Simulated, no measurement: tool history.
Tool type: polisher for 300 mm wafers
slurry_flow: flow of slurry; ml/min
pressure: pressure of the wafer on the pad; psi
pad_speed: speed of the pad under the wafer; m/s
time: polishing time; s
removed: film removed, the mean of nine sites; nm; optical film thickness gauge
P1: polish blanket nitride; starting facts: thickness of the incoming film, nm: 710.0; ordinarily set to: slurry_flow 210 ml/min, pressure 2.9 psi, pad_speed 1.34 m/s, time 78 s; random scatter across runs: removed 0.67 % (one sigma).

run	hour	slurry_flow	pressure	pad_speed	time	wafers polished on this pad	hours since the slurry nozzle was cleaned	hours since the head pressure was calibrated	removed
1	10.4	210	2.9	1.34	78	330	106.2	188.8	166.090
2	20.9	210	2.9	1.34	51	449	116.7	199.3	108.370
3	29.0	210	2.9	1.34	78	540	124.8	207.4	166.370
4	37.2	210	2.9	1.34	78	633	133.0	215.6	167.940
5	55.6	210	1.8	1.34	78	842	151.4	234.0	103.560
6	68.8	210	2.9	1.80	78	992	164.6	247.2	211.320
7	76.9	160	2.9	1.34	96	1083	172.7	255.3	195.250
8	85.1	210	2.9	0.68	78	1176	180.9	263.5	96.985
9	97.6	210	3.8	1.34	78	1318	193.4	276.0	216.960
10	108.9	210	2.9	1.34	78	1446	204.7	287.3	165.490
11	122.4	285	2.9	1.34	96	1599	218.2	300.8	210.270
12	135.1	280	2.9	1.34	121	1743	230.9	313.5	266.370
13	152.1	325	2.9	1.34	78	1936	247.9	330.5	174.290
14	165.3	125	2.9	1.34	78	2086	261.1	343.7	153.600
15	181.8	210	2.9	1.34	99	2273	277.6	360.2	211.420
16	194.7	210	2.9	1.34	78	2419	290.5	373.1	166.580
17	202.8	210	2.9	1.34	78	2511	298.6	381.2	165.730
18	211.2	210	2.9	1.34	78	2606	307.0	389.6	162.570
19	224.0	210	2.9	1.34	78	2751	319.8	402.4	158.540
20	234.5	210	2.9	1.34	78	2870	330.3	412.9	156.500
21	247.2	210	2.9	1.34	78	3014	343.0	425.6	154.740
22	259.0	210	2.9	1.34	78	3148	354.8	437.4	154.520
# hour 272.4: worn pad replaced by a new one
23	275.0	210	2.9	1.34	78	29	370.8	453.4	151.320
24	285.1	210	2.9	1.34	78	144	380.9	463.5	153.420
25	297.6	210	2.9	1.34	78	285	393.4	476.0	153.220

P1 has crept away from where it was. The log is fitted equally well by each of these 2 causes, at the sizes shown:
A: slurry flow missing at the pad, % = 38.6
B: head's pressure below its setpoint, % = 7.51
At approximately hour 202.8, the process output began to creep.
The rest of the possible causes, and what rules out each one:
removal rate lost through wear of the pad, %: serviced at hour 272.4, which brought nothing back

Of the 4 check runs below, each run on 5 wafers with the results averaged and each result still a question mark, which one would tell the listed causes apart?
check 1	310.1	210	2.9	1.34	61				?
check 2	310.1	210	2.0	1.34	78				?
check 3	310.1	305	2.9	1.34	78				?
check 4	310.1	210	3.7	1.34	53				?

What each check would give under each cause:
check	result	if A	if B
check 1	removed	120.000	120.010
check 2	removed	105.820	105.830
check 3	removed	163.390	159.670
check 4	removed	133.020	133.030
How far apart the two closest causes lie, in the result that separates them most: check 1 0.01 %; check 2 0.01 %; check 3 2.3 %; check 4 0.01 %
Check 3 distinguishes between the causes, while the remaining checks would return nearly the same result for all of them.

After running check 3, the following was obtained: removed 159.380 nm. Which cause does this point to?

It was cause B: head's pressure below its setpoint, %.
